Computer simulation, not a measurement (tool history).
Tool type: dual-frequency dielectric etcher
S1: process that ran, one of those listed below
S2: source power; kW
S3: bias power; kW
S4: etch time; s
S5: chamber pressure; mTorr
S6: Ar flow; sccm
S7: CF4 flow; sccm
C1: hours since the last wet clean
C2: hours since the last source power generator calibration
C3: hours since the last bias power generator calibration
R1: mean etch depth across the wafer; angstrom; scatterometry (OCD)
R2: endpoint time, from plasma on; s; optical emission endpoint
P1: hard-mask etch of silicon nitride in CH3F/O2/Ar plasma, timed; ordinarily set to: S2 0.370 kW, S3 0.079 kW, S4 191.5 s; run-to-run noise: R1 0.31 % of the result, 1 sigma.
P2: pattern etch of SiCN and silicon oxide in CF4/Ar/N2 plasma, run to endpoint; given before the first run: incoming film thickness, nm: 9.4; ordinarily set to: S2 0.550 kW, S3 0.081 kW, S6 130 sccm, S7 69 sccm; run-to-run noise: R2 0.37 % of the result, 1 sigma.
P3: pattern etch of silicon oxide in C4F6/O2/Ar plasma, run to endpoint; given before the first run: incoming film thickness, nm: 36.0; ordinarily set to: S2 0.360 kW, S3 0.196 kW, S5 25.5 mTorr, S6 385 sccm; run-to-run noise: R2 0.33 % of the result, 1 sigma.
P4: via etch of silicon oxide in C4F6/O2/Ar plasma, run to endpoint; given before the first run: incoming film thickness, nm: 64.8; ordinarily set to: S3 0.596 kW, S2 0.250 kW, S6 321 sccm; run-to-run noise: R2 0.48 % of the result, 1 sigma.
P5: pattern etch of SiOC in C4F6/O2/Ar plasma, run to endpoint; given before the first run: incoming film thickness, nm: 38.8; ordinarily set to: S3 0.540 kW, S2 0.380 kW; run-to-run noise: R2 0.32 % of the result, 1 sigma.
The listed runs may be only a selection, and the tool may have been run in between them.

Run 1, hour 12.6: S1 P1, S2 0.370 kW, S3 0.079 kW, S4 191.5 s; C1 368.0; C2 2188.1; C3 1161.2. Result: R1 1375.30 angstrom.
Run 2, hour 23.7: S1 P5, S2 0.380 kW, S3 0.540 kW; C1 379.1; C2 2199.2; C3 1172.3. Result: R2 13.2240 s.
Run 3, hour 34.7: S1 P1, S2 0.370 kW, S3 0.079 kW, S4 121.5 s; C1 390.1; C2 2210.2; C3 1183.3. Result: R1 868.88 angstrom.
Run 4, hour 50.7: S1 P1, S2 0.470 kW, S3 0.079 kW, S4 191.5 s; C1 406.1; C2 2226.2; C3 1199.3. Result: R1 1503.00 angstrom.
Run 5, hour 62.6: S1 P3, S2 0.360 kW, S3 0.251 kW, S5 25.5 mTorr, S6 385 sccm; C1 418.0; C2 2238.1; C3 1211.2. Result: R2 10.9660 s.
Run 6, hour 78.4: S1 P4, S2 0.250 kW, S3 0.811 kW, S6 321 sccm; C1 433.8; C2 2253.9; C3 1227.0. Result: R2 13.6880 s.
Run 7, hour 91.7: S1 P4, S2 0.250 kW, S3 0.596 kW, S6 321 sccm; C1 447.1; C2 2267.2; C3 1240.3. Result: R2 15.5210 s.
Run 8, hour 107.8: S1 P2, S2 0.550 kW, S3 0.081 kW, S6 130 sccm, S7 69 sccm; C1 463.2; C2 2283.3; C3 1256.4. Result: R2 9.0556 s.
Run 9, hour 120.0: S1 P3, S2 0.360 kW, S3 0.196 kW, S5 25.5 mTorr, S6 385 sccm; C1 475.4; C2 2295.5; C3 1268.6. Result: R2 11.9030 s.
Run 10, hour 135.2: S1 P3, S2 0.360 kW, S3 0.196 kW, S5 34.0 mTorr, S6 385 sccm; C1 490.6; C2 2310.7; C3 1283.8. Result: R2 12.3460 s.
Run 11, hour 144.3: S1 P1, S2 0.370 kW, S3 0.100 kW, S4 105.5 s; C1 499.7; C2 2319.8; C3 1292.9. Result: R1 824.05 angstrom.
Run 12, hour 151.8: S1 P1, S2 0.260 kW, S3 0.103 kW, S4 191.5 s; C1 507.2; C2 2327.3; C3 1300.4. Result: R1 1322.70 angstrom.
Run 13, hour 161.4: S1 P1, S2 0.370 kW, S3 0.104 kW, S4 191.5 s; C1 516.8; C2 2336.9; C3 1310.0. Result: R1 1517.90 angstrom.
Run 14, hour 177.5: S1 P2, S2 0.550 kW, S3 0.062 kW, S6 130 sccm, S7 69 sccm; C1 532.9; C2 2353.0; C3 1326.1. Result: R2 9.9649 s.
Run 15, hour 186.3: S1 P5, S2 0.520 kW, S3 0.540 kW; C1 541.7; C2 2361.8; C3 1334.9. Result: R2 11.7870 s.
Run 16, hour 195.1: S1 P2, S2 0.780 kW, S3 0.081 kW, S6 130 sccm, S7 69 sccm; C1 550.5; C2 2370.6; C3 1343.7. Result: R2 6.6514 s.
Run 17, hour 205.5: S1 P4, S2 0.160 kW, S3 0.596 kW, S6 321 sccm; C1 560.9; C2 2381.0; C3 1354.1. Result: R2 18.0940 s.
Run 18, hour 213.1: S1 P2, S2 0.550 kW, S3 0.081 kW, S6 103 sccm, S7 69 sccm; C1 568.5; C2 2388.6; C3 1361.7. Result: R2 8.7098 s.
Run 19, hour 226.5: S1 P3, S2 0.360 kW, S3 0.196 kW, S5 25.5 mTorr, S6 264 sccm; C1 581.9; C2 2402.0; C3 1375.1. Result: R2 11.4390 s.
Run 20, hour 234.4: S1 P1, S2 0.370 kW, S3 0.057 kW, S4 191.5 s; C1 589.8; C2 2409.9; C3 1383.0. Result: R1 1226.70 angstrom.
Run 21, hour 245.9: S1 P1, S2 0.370 kW, S3 0.079 kW, S4 191.5 s; C1 601.3; C2 2421.4; C3 1394.5. Result: R1 1371.30 angstrom.
Run 22, hour 258.0: S1 P1, S2 0.370 kW, S3 0.079 kW, S4 191.5 s; C1 613.4; C2 2433.5; C3 1406.6. Result: R1 1371.80 angstrom.
Run 23, hour 269.9: S1 P5, S2 0.380 kW, S3 0.667 kW; C1 625.3; C2 2445.4; C3 1418.5. Result: R2 12.2370 s.
Run 24, hour 277.7: S1 P1, S2 0.370 kW, S3 0.079 kW, S4 274.0 s; C1 633.1; C2 2453.2; C3 1426.3. Result: R1 1959.00 angstrom.
Run 25, hour 290.1: S1 P2, S2 0.550 kW, S3 0.081 kW, S6 130 sccm, S7 86 sccm; C1 645.5; C2 2465.6; C3 1438.7. Result: R2 8.7112 s.
Run 26, hour 302.9: S1 P3, S2 0.360 kW, S3 0.196 kW, S5 25.5 mTorr, S6 385 sccm; C1 658.3; C2 2478.4; C3 1451.5. Result: R2 11.8590 s.
Run 27, hour 318.9: S1 P1, S2 0.370 kW, S3 0.079 kW, S4 191.5 s; C1 674.3; C2 2494.4; C3 1467.5. Result: R1 1366.80 angstrom.
Run 28, hour 327.8: S1 P4, S2 0.250 kW, S3 0.596 kW, S6 197 sccm; C1 683.2; C2 2503.3; C3 1476.4. Result: R2 14.6330 s.
Run 29, hour 340.2: S1 P5, S2 0.380 kW, S3 0.540 kW; C1 695.6; C2 2515.7; C3 1488.8. Result: R2 13.2520 s.
Run 30, hour 349.2: S1 P3, S2 0.240 kW, S3 0.196 kW, S5 25.5 mTorr, S6 385 sccm; C1 704.6; C2 2524.7; C3 1497.8. Result: R2 14.0020 s.
Run 31, hour 360.4: S1 P1, S2 0.290 kW, S3 0.079 kW, S4 191.5 s; C1 715.8; C2 2535.9; C3 1509.0. Result: R1 1256.00 angstrom.
Run 32, hour 376.4: S1 P2, S2 0.550 kW, S3 0.081 kW, S6 130 sccm, S7 69 sccm; C1 731.8; C2 2551.9; C3 1525.0. Result: R2 9.0431 s.
Run 33, hour 392.6: S1 P1, S2 0.370 kW, S3 0.079 kW, S4 191.5 s; C1 748.0; C2 2568.1; C3 1541.2. Result: R1 1376.20 angstrom.
Run 34, hour 402.9: S1 P1, S2 0.370 kW, S3 0.079 kW, S4 191.5 s; C1 758.3; C2 2578.4; C3 1551.5. Result: R1 1373.20 angstrom.
Run 35, hour 417.8: S1 P1, S2 0.370 kW, S3 0.079 kW, S4 191.5 s; C1 773.2; C2 2593.3; C3 1566.4. Result: R1 1366.90 angstrom.
Run 36, hour 426.7: S1 P1, S2 0.370 kW, S3 0.079 kW, S4 191.5 s; C1 782.1; C2 2602.2; C3 1575.3. Result: R1 1360.20 angstrom.
Run 37, hour 438.9: S1 P1, S2 0.370 kW, S3 0.079 kW, S4 191.5 s; C1 794.3; C2 2614.4; C3 1587.5. Result: R1 1356.00 angstrom.
Run 38, hour 453.1: S1 P1, S2 0.370 kW, S3 0.079 kW, S4 191.5 s; C1 808.5; C2 2628.6; C3 1601.7. Result: R1 1354.00 angstrom.

Forecast run 39:
At hour 460.7: wet clean of the chamber.
Run 39, hour 461.8: S1 P1, S2 0.370 kW, S3 0.079 kW, S4 191.5 s; C1 1.2; C2 2637.3; C3 1610.4. Result: R1 ?.

R1: 1346.60 angstrom
